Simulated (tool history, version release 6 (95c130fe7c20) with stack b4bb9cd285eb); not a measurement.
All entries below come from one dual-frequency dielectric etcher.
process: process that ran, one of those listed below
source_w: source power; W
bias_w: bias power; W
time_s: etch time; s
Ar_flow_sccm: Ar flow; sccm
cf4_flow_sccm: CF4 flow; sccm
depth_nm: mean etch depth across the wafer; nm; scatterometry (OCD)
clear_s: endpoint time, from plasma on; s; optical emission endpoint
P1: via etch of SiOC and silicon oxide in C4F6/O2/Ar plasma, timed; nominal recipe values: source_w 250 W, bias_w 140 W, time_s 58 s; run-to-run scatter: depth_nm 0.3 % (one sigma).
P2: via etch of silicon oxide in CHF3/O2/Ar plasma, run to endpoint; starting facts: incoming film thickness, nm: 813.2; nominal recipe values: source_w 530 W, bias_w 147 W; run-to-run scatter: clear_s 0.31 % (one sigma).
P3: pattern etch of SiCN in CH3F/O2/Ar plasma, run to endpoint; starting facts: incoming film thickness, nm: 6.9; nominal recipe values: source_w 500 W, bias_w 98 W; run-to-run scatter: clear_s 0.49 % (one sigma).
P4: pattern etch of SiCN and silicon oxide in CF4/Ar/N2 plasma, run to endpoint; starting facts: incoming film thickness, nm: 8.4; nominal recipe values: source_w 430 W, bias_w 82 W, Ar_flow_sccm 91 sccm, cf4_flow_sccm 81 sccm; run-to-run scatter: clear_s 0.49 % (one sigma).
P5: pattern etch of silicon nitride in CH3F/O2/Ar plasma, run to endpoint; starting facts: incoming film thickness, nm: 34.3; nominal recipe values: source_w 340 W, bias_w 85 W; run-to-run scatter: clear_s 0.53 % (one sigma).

| run | hour | process | source_w | bias_w | time_s | Ar_flow_sccm | cf4_flow_sccm | hours since the last wet clean | hours since the last source power generator calibration | hours since the last bias power generator calibration | depth_nm | clear_s |
|---|---|---|---|---|---|---|---|---|---|---|---|---|
| 1 | 9.4 | P1 | 250 | 140 | 58 |  |  | 275.6 | 1176 | 1259.7 | 49.74 |  |
| 2 | 19.5 | P1 | 250 | 140 | 58 |  |  | 285.7 | 1186.1 | 1269.8 | 49.849 |  |
| 3 | 25.8 | P4 | 430 | 49 |  | 91 | 81 | 292 | 1192.4 | 1276.1 |  | 11.352 |
| 4 | 32.2 | P2 | 530 | 203 |  |  |  | 298.4 | 1198.8 | 1282.5 |  | 398.8 |
| 5 | 42.5 | P3 | 500 | 98 |  |  |  | 308.7 | 1209.1 | 1292.8 |  | 14.99 |
| 6 | 49.9 | P2 | 530 | 147 |  |  |  | 316.1 | 1216.5 | 1300.2 |  | 445.31 |
| 7 | 57.9 | P4 | 570 | 82 |  | 91 | 81 | 324.1 | 1224.5 | 1308.2 |  | 7.6407 |
| 8 | 67.8 | P4 | 430 | 82 |  | 91 | 99 | 334 | 1234.4 | 1318.1 |  | 9.3882 |
| 9 | 74.9 | P1 | 250 | 140 | 58 |  |  | 341.1 | 1241.5 | 1325.2 | 50.071 |  |
| 10 | 82.8 | P5 | 340 | 105 |  |  |  | 349 | 1249.4 | 1333.1 |  | 47.318 |
| 11 | 93 | P1 | 250 | 180 | 83.5 |  |  | 359.2 | 1259.6 | 1343.3 | 78.094 |  |
| 12 | 103.4 | P3 | 650 | 98 |  |  |  | 369.6 | 1270 | 1353.7 |  | 13.74 |
| 13 | 110.9 | P4 | 430 | 82 |  | 71 | 81 | 377.1 | 1277.5 | 1361.2 |  | 9.3526 |
| 14 | 118 | P5 | 450 | 85 |  |  |  | 384.2 | 1284.6 | 1368.3 |  | 46.273 |
| 15 | 124.5 | P5 | 340 | 85 |  |  |  | 390.7 | 1291.1 | 1374.8 |  | 51.03 |
| 16 | 134.1 | P1 | 310 | 140 | 85.5 |  |  | 400.3 | 1300.7 | 1384.4 | 79.892 |  |
| 17 | 140.4 | P1 | 190 | 140 | 58 |  |  | 406.6 | 1307 | 1390.7 | 44.778 |  |
| 18 | 148.7 | P1 | 300 | 140 | 58 |  |  | 414.9 | 1315.3 | 1399 | 53.528 |  |
| 19 | 157.1 | P4 | 430 | 82 |  | 91 | 81 | 423.3 | 1323.7 | 1407.4 |  | 9.6543 |
| 20 | 164.4 | P1 | 250 | 140 | 38.5 |  |  | 430.6 | 1331 | 1414.7 | 33.223 |  |
| 21 | 170.4 | P4 | 430 | 82 |  | 91 | 81 | 436.6 | 1337 | 1420.7 |  | 9.7526 |
| 22 | 175.9 | P5 | 340 | 85 |  |  |  | 442.1 | 1342.5 | 1426.2 |  | 51.013 |
| 23 | 186.5 | P1 | 250 | 140 | 58 |  |  | 452.7 | 1353.1 | 1436.8 | 49.805 |  |
| 24 | 192.9 | P3 | 500 | 98 |  |  |  | 459.1 | 1359.5 | 1443.2 |  | 15.062 |
| 25 | 198.8 | P1 | 250 | 140 | 83 |  |  | 465 | 1365.4 | 1449.1 | 71.787 |  |
| 26 | 208.4 | P2 | 730 | 147 |  |  |  | 474.6 | 1375 | 1458.7 |  | 394.41 |
| 27 | 217.2 | P3 | 500 | 71 |  |  |  | 483.4 | 1383.8 | 1467.5 |  | 16.988 |
| 28 | 225 | P1 | 250 | 140 | 58 |  |  | 491.2 | 1391.6 | 1475.3 | 49.905 |  |
| 29 | 233 | P1 | 250 | 92 | 58 |  |  | 499.2 | 1399.6 | 1483.3 | 43.666 |  |
| 30 | 238.6 | P1 | 250 | 169 | 58 |  |  | 504.8 | 1405.2 | 1488.9 | 53.285 |  |
| 31 | 245.7 | P1 | 250 | 140 | 58 |  |  | 511.9 | 1412.3 | 1496 | 49.923 |  |
| 32 | 250.9 | P1 | 250 | 140 | 58 |  |  | 517.1 | 1417.5 | 1501.2 | 50.101 |  |
| 33 | 262 | P1 | 250 | 140 | 58 |  |  | 528.2 | 1428.6 | 1512.3 | 50.798 |  |
| 34 | 272.6 | P1 | 250 | 140 | 58 |  |  | 538.8 | 1439.2 | 1522.9 | 50.706 |  |
|  | 277.5 | wet clean of the chamber |
| 35 | 282.2 | P1 | 250 | 140 | 58 |  |  | 4.7 | 1448.8 | 1532.5 | 50.541 |  |
| 36 | 289 | P1 | 250 | 140 | 58 |  |  | 11.5 | 1455.6 | 1539.3 | 50.728 |  |
| 37 | 296.6 | P1 | 250 | 140 | 58 |  |  | 19.1 | 1463.2 | 1546.9 | 50.749 |  |
| 38 | 304.8 | P1 | 250 | 140 | 58 |  |  | 27.3 | 1471.4 | 1555.1 | 50.439 |  |
| 39 | 313.5 | P1 | 250 | 140 | 58 |  |  | 36 | 1480.1 | 1563.8 | 50.758 |  |

The output of P1 has drifted from where it used to be. Each of the 2 causes below, taken at the size shown beside it, accounts for the log equally well:
A: bias power that arrives over what is set, % = 4.81
B: source power that arrives over what is set, % = 3.91
Onset of the creep was near hour 245.7.
The rest of the possible causes, and what rules out each one:
chamber walls in a state that raises the etch rate, %: serviced at hour 277.5, which brought nothing back

Of the 4 check runs below, each run on 3 wafers with the results averaged and each result still a question mark, which one would tell the listed causes apart?
| check 1 | 322.2 | P5 | 430 | 100 |  |  |  |  |  |  |  | ? |
| check 2 | 322.2 | P3 | 500 | 78 |  |  |  |  |  |  |  | ? |
| check 3 | 322.2 | P2 | 720 | 174 |  |  |  |  |  |  |  | ? |
| check 4 | 322.2 | P4 | 430 | 56 |  | 91 | 95 |  |  |  |  | ? |

What each check would give under each cause:
| check | result | if A | if B |
|---|---|---|---|
| check 1 | clear_s | 43.433 | 43.56 |
| check 2 | clear_s | 16.155 | 16.191 |
| check 3 | clear_s | 368.84 | 369.13 |
| check 4 | clear_s | 10.551 | 10.341 |
Per-check spread between the two closest causes, in the result where they differ most: check 1 0.29 %; check 2 0.23 %; check 3 0.08 %; check 4 2.01 %
Check 4 distinguishes between the causes, while the remaining checks would return nearly the same result for all of them.

Running check 4 produced the following: clear_s 10.541 s. Which one of the listed causes fits?

The correct cause is A, namely: bias power that arrives over what is set, %.
